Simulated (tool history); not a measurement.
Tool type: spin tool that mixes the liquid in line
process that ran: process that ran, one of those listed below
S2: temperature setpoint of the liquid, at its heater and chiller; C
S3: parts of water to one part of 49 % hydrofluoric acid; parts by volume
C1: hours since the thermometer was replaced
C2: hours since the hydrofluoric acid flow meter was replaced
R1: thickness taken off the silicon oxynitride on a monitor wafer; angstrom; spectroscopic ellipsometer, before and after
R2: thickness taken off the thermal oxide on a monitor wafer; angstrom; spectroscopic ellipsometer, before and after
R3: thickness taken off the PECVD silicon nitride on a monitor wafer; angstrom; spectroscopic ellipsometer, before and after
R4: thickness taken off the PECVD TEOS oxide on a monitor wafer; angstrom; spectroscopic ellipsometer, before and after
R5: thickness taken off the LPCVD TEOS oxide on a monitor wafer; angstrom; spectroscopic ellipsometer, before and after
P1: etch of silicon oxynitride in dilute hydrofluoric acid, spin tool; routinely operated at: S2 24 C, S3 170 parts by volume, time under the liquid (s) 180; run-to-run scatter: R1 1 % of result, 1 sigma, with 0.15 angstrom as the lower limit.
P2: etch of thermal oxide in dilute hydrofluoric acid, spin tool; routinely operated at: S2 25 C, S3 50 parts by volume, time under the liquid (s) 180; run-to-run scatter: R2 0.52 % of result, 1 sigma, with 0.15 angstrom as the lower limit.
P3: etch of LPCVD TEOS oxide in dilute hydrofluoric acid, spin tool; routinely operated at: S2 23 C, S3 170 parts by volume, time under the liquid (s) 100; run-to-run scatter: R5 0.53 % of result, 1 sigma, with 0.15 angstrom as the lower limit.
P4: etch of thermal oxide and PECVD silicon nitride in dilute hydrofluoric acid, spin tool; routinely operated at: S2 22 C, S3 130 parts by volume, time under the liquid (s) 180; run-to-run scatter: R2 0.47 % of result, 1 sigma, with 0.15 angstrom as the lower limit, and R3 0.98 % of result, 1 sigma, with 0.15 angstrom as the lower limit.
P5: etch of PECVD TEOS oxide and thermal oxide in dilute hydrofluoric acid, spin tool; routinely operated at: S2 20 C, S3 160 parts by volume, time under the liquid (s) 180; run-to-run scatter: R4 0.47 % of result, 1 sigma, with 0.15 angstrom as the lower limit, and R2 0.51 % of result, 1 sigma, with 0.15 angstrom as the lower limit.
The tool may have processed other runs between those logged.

{"run": 1, "hour": 6.3, "process that ran": "P1", "S2": 24, "S3": 170, "time under the liquid (s)": 180, "C1": 903, "C2": 72.5, "R1": 21.873}
{"run": 2, "hour": 13.8, "process that ran": "P4", "S2": 22, "S3": 130, "time under the liquid (s)": 180, "C1": 910.5, "C2": 80, "R2": 56.611, "R3": 23.259}
{"run": 3, "hour": 19.1, "process that ran": "P2", "S2": 25, "S3": 50, "time under the liquid (s)": 180, "C1": 915.8, "C2": 85.3, "R2": 179.6}
{"run": 4, "hour": 24.4, "process that ran": "P5", "S2": 20, "S3": 60, "time under the liquid (s)": 180, "C1": 921.1, "C2": 90.6, "R2": 122.19, "R4": 222.21}
{"run": 5, "hour": 28.3, "process that ran": "P1", "S2": 24, "S3": 75, "time under the liquid (s)": 180, "C1": 925, "C2": 94.5, "R1": 52.629}
{"run": 6, "hour": 33.4, "process that ran": "P1", "S2": 24, "S3": 170, "time under the liquid (s)": 25, "C1": 930.1, "C2": 99.6, "R1": 3.0355}
{"run": 7, "hour": 38.5, "process that ran": "P2", "S2": 25, "S3": 85, "time under the liquid (s)": 180, "C1": 935.2, "C2": 104.7, "R2": 100.9}
{"run": 8, "hour": 45.0, "process that ran": "P1", "S2": 29.5, "S3": 170, "time under the liquid (s)": 180, "C1": 941.7, "C2": 111.2, "R1": 27.396}
{"run": 9, "hour": 51.9, "process that ran": "P3", "S2": 17, "S3": 170, "time under the liquid (s)": 100, "C1": 948.6, "C2": 118.1, "R5": 134.46}
{"run": 10, "hour": 57.6, "process that ran": "P1", "S2": 24, "S3": 170, "time under the liquid (s)": 295, "C1": 954.3, "C2": 123.8, "R1": 36.075}
{"run": 11, "hour": 63.0, "process that ran": "P5", "S2": 20, "S3": 160, "time under the liquid (s)": 335, "C1": 959.7, "C2": 129.2, "R2": 76.046, "R4": 139.08}
{"run": 12, "hour": 70.3, "process that ran": "P2", "S2": 30.5, "S3": 50, "time under the liquid (s)": 180, "C1": 967, "C2": 136.5, "R2": 220.28}
{"run": 13, "hour": 74.1, "process that ran": "P5", "S2": 27.5, "S3": 160, "time under the liquid (s)": 180, "C1": 970.8, "C2": 140.3, "R2": 54.195, "R4": 99.188}
{"run": 14, "hour": 79.6, "process that ran": "P2", "S2": 25, "S3": 50, "time under the liquid (s)": 180, "C1": 976.3, "C2": 145.8, "R2": 178.26}
{"run": 15, "hour": 83.2, "process that ran": "P1", "S2": 24, "S3": 280, "time under the liquid (s)": 180, "C1": 979.9, "C2": 149.4, "R1": 12.044}
{"run": 16, "hour": 87.2, "process that ran": "P1", "S2": 24, "S3": 170, "time under the liquid (s)": 180, "C1": 983.9, "C2": 153.4, "R1": 22.189}
{"run": 17, "hour": 90.7, "process that ran": "P1", "S2": 30, "S3": 40, "time under the liquid (s)": 180, "C1": 987.4, "C2": 156.9, "R1": 135.51}
{"run": 18, "hour": 96.2, "process that ran": "P4", "S2": 22, "S3": 130, "time under the liquid (s)": 35, "C1": 992.9, "C2": 162.4, "R2": 10.99, "R3": 4.4225}
{"run": 19, "hour": 103.8, "process that ran": "P1", "S2": 17, "S3": 170, "time under the liquid (s)": 180, "C1": 1000.5, "C2": 170, "R1": 15.74}
{"run": 20, "hour": 110.3, "process that ran": "P3", "S2": 23, "S3": 170, "time under the liquid (s)": 100, "C1": 1007, "C2": 176.5, "R5": 172.32}
{"run": 21, "hour": 114.0, "process that ran": "P3", "S2": 23, "S3": 170, "time under the liquid (s)": 15, "C1": 1010.7, "C2": 180.2, "R5": 25.914}
{"run": 22, "hour": 119.8, "process that ran": "P4", "S2": 22, "S3": 35, "time under the liquid (s)": 180, "C1": 1016.5, "C2": 186, "R2": 238.33, "R3": 83.693}
{"run": 23, "hour": 124.6, "process that ran": "P5", "S2": 20, "S3": 160, "time under the liquid (s)": 180, "C1": 1021.3, "C2": 190.8, "R2": 40.89, "R4": 74.498}
{"run": 24, "hour": 130.1, "process that ran": "P1", "S2": 24, "S3": 170, "time under the liquid (s)": 180, "C1": 1026.8, "C2": 196.3, "R1": 21.597}
{"run": 25, "hour": 134.6, "process that ran": "P4", "S2": 30.5, "S3": 130, "time under the liquid (s)": 180, "C1": 1031.3, "C2": 200.8, "R2": 79.109, "R3": 40.143}
{"run": 26, "hour": 140.2, "process that ran": "P2", "S2": 25, "S3": 50, "time under the liquid (s)": 25, "C1": 1036.9, "C2": 206.4, "R2": 24.931}
{"run": 27, "hour": 146.1, "process that ran": "P1", "S2": 24, "S3": 170, "time under the liquid (s)": 180, "C1": 1042.8, "C2": 212.3, "R1": 21.923}
{"run": 28, "hour": 149.6, "process that ran": "P3", "S2": 23, "S3": 60, "time under the liquid (s)": 100, "C1": 1046.3, "C2": 215.8, "R5": 552.65}
{"run": 29, "hour": 156.7, "process that ran": "P1", "S2": 24, "S3": 170, "time under the liquid (s)": 180, "C1": 1053.4, "C2": 222.9, "R1": 21.451}
{"run": 30, "hour": 161.0, "process that ran": "P1", "S2": 24, "S3": 170, "time under the liquid (s)": 180, "C1": 1057.7, "C2": 227.2, "R1": 22.279}
{"run": 31, "hour": 167.5, "process that ran": "P1", "S2": 24, "S3": 170, "time under the liquid (s)": 180, "C1": 1064.2, "C2": 233.7, "R1": 23.059}
{"run": 32, "hour": 174.5, "process that ran": "P1", "S2": 24, "S3": 170, "time under the liquid (s)": 180, "C1": 1071.2, "C2": 240.7, "R1": 23.257}
{"run": 33, "hour": 178.1, "process that ran": "P1", "S2": 24, "S3": 170, "time under the liquid (s)": 180, "C1": 1074.8, "C2": 244.3, "R1": 23.32}
{"run": 34, "hour": 183.2, "process that ran": "P1", "S2": 24, "S3": 170, "time under the liquid (s)": 180, "C1": 1079.9, "C2": 249.4, "R1": 23.684}
{"run": 35, "hour": 191.0, "process that ran": "P1", "S2": 24, "S3": 170, "time under the liquid (s)": 180, "C1": 1087.7, "C2": 257.2, "R1": 23.528}
{"run": 36, "hour": 195.7, "process that ran": "P1", "S2": 24, "S3": 170, "time under the liquid (s)": 180, "C1": 1092.4, "C2": 261.9, "R1": 23.345}
{"run": 37, "hour": 200.8, "process that ran": "P1", "S2": 24, "S3": 170, "time under the liquid (s)": 180, "C1": 1097.5, "C2": 267, "R1": 23.33}
{"run": 38, "hour": 205.9, "process that ran": "P1", "S2": 24, "S3": 170, "time under the liquid (s)": 180, "C1": 1102.6, "C2": 272.1, "R1": 23.669}
{"run": 39, "hour": 211.0, "process that ran": "P1", "S2": 24, "S3": 170, "time under the liquid (s)": 180, "C1": 1107.7, "C2": 277.2, "R1": 23.987}

P1 no longer gives what it gave before; its output has crept away from where it was. The following 2 causes, each at its listed size, fit the log equally well:
A: liquid hotter than its thermometer reads (K) = 1.62
B: hydrofluoric acid flow above the setpoint (%) = 6.67
At approximately hour 156.7, the process output began to creep.

4 check runs are offered, each on 5 wafers whose results are averaged, their results left as question marks. Which one tells the causes apart?
{"run": "check 1", "hour": 216.1, "process that ran": "P5", "S2": 20, "S3": 65, "time under the liquid (s)": 310, "R2": "?", "R4": "?"}
{"run": "check 2", "hour": 216.1, "process that ran": "P3", "S2": 17.5, "S3": 75, "time under the liquid (s)": 100, "R5": "?"}
{"run": "check 3", "hour": 216.1, "process that ran": "P4", "S2": 30, "S3": 85, "time under the liquid (s)": 180, "R2": "?", "R3": "?"}
{"run": "check 4", "hour": 216.1, "process that ran": "P2", "S2": 29, "S3": 50, "time under the liquid (s)": 180, "R2": "?"}

If the cause were each of the candidates in turn, the checks would give the following:
check=check_1 result=R2 if_A=206.65 if_B=206.99
check=check_1 result=R4 if_A=376.31 if_B=376.93
check=check_2 result=R5 if_A=368.64 if_B=369.05
check=check_3 result=R2 if_A=133.83 if_B=135.33
check=check_3 result=R3 if_A=65.226 if_B=62.844
check=check_4 result=R2 if_A=223.48 if_B=224.76
Per-check spread between the two closest causes, in the result where they differ most: check 1 0.16 %; check 2 0.11 %; check 3 3.72 %; check 4 0.57 %
Check 3 distinguishes between the causes, while the remaining checks would return nearly the same result for all of them.

Check 3 was then run and gave: R2 133.64 angstrom; R3 65.711 angstrom. Which cause is it?

The correct cause is A, namely: liquid hotter than its thermometer reads (K).

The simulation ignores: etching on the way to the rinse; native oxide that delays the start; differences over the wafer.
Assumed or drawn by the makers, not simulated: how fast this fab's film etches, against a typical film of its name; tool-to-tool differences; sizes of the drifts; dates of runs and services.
